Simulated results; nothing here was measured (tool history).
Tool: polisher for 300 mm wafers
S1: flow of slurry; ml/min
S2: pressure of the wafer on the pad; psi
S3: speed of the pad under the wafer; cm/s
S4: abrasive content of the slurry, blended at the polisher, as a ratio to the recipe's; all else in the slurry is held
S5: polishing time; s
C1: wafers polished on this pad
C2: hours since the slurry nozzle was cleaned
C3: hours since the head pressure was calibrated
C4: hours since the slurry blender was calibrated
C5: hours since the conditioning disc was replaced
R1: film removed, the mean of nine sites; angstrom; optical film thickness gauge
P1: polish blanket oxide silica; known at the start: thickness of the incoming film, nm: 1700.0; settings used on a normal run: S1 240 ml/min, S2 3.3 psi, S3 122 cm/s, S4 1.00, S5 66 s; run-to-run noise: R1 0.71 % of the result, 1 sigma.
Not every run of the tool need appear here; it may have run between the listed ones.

run	day	S1	S2	S3	S4	S5	C1	C2	C3	C4	C5	R1
1	0.242	240	3.3	122	1.00	66	695	267.1	553.7	100.5	215.5	1480.20
2	0.579	240	1.9	122	1.00	66	779	275.2	561.8	108.6	223.6	850.78
3	0.821	165	3.3	122	1.00	66	839	281.0	567.6	114.4	229.4	1420.90
# day 0.917: slurry nozzle cleaned
4	1.262	145	3.3	162	1.00	66	948	8.4	578.2	125.0	240.0	1748.70
5	1.638	240	3.3	122	1.00	66	1040	17.4	587.2	134.0	249.0	1481.60
6	2.046	240	3.3	54	1.00	66	1141	27.2	597.0	143.8	258.8	767.66
7	2.329	240	3.3	122	1.35	66	1211	34.0	603.8	150.6	265.6	1671.90
8	2.617	240	3.3	122	1.00	66	1282	40.9	610.7	157.5	272.5	1495.20
9	2.875	240	5.3	122	1.00	66	1346	47.1	616.9	163.7	278.7	2403.70
10	3.321	240	3.3	122	0.60	66	1456	57.8	627.6	174.4	289.4	1133.90
11	3.733	240	3.3	184	1.00	66	1558	67.7	637.5	184.3	299.3	2065.90
12	4.067	240	3.3	122	1.00	66	1641	75.7	645.5	192.3	307.3	1498.80
13	4.492	240	3.3	122	1.00	101	1746	85.9	655.7	202.5	317.5	2262.70
14	4.721	345	3.3	122	1.00	66	1802	91.4	661.2	208.0	323.0	1524.00

What does the tool deliver on the next run?
15	5.204	240	3.3	122	1.00	30	1922	103.0	672.8	219.6	334.6	?

{"run 15": {"R1": 669.92}}
